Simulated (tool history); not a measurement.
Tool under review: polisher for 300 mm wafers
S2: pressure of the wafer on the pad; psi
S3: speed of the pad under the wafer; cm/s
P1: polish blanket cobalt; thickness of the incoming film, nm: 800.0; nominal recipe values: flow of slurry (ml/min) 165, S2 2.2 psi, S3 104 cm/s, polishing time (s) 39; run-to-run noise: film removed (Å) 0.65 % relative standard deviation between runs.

run 1 hour=3.1 | flow_of_slurry_(ml/min)=165 S2=2.2 S3=104 polishing_time_(s)=39 | film_removed_(Å)=2321.1
run 2 hour=7.7 | flow_of_slurry_(ml/min)=165 S2=2.2 S3=104 polishing_time_(s)=18 | film_removed_(Å)=1068.8
run 3 hour=12.7 | flow_of_slurry_(ml/min)=165 S2=2.2 S3=104 polishing_time_(s)=39 | film_removed_(Å)=2332.1
run 4 hour=17.3 | flow_of_slurry_(ml/min)=100 S2=2.2 S3=104 polishing_time_(s)=39 | film_removed_(Å)=2107.8
run 5 hour=20.6 | flow_of_slurry_(ml/min)=165 S2=2.2 S3=162 polishing_time_(s)=39 | film_removed_(Å)=3661.2
run 6 hour=25.0 | flow_of_slurry_(ml/min)=165 S2=2.2 S3=104 polishing_time_(s)=39 | film_removed_(Å)=2331.5
run 7 hour=28.1 | flow_of_slurry_(ml/min)=165 S2=2.2 S3=104 polishing_time_(s)=39 | film_removed_(Å)=2348.3
run 8 hour=33.4 | flow_of_slurry_(ml/min)=165 S2=1.2 S3=104 polishing_time_(s)=39 | film_removed_(Å)=1264.7
run 9 hour=36.8 | flow_of_slurry_(ml/min)=260 S2=2.2 S3=104 polishing_time_(s)=39 | film_removed_(Å)=2433.9
run 10 hour=39.7 | flow_of_slurry_(ml/min)=215 S2=2.2 S3=104 polishing_time_(s)=50 | film_removed_(Å)=3082.4
run 11 hour=45.0 | flow_of_slurry_(ml/min)=165 S2=2.2 S3=104 polishing_time_(s)=60 | film_removed_(Å)=3552.5
run 12 hour=50.2 | flow_of_slurry_(ml/min)=165 S2=2.2 S3=104 polishing_time_(s)=39 | film_removed_(Å)=2314.5
run 13 hour=52.9 | flow_of_slurry_(ml/min)=165 S2=3.3 S3=104 polishing_time_(s)=39 | film_removed_(Å)=3466.4
run 14 hour=56.3 | flow_of_slurry_(ml/min)=165 S2=2.2 S3=74 polishing_time_(s)=39 | film_removed_(Å)=1663.3
run 15 hour=59.3 | flow_of_slurry_(ml/min)=165 S2=2.2 S3=104 polishing_time_(s)=39 | film_removed_(Å)=2342.4
run 16 hour=62.8 | flow_of_slurry_(ml/min)=165 S2=2.2 S3=104 polishing_time_(s)=39 | film_removed_(Å)=2294.4
run 17 hour=65.6 | flow_of_slurry_(ml/min)=165 S2=2.2 S3=104 polishing_time_(s)=39 | film_removed_(Å)=2220.7
run 18 hour=68.6 | flow_of_slurry_(ml/min)=165 S2=2.2 S3=104 polishing_time_(s)=39 | film_removed_(Å)=2221.1
run 19 hour=71.3 | flow_of_slurry_(ml/min)=165 S2=2.2 S3=104 polishing_time_(s)=39 | film_removed_(Å)=2196.0
run 20 hour=77.0 | flow_of_slurry_(ml/min)=165 S2=2.2 S3=104 polishing_time_(s)=39 | film_removed_(Å)=2196.2
run 21 hour=79.7 | flow_of_slurry_(ml/min)=165 S2=2.2 S3=104 polishing_time_(s)=39 | film_removed_(Å)=2185.3
-- hour=80.9 worn pad replaced by a new one
run 22 hour=83.0 | flow_of_slurry_(ml/min)=165 S2=2.2 S3=104 polishing_time_(s)=39 | film_removed_(Å)=2158.2

What will run 23 give?
run 23 hour=88.0 | flow_of_slurry_(ml/min)=165 S2=2.2 S3=104 polishing_time_(s)=39 | film_removed_(Å)=?

Run 23 produced film removed (Å) 2164.1.
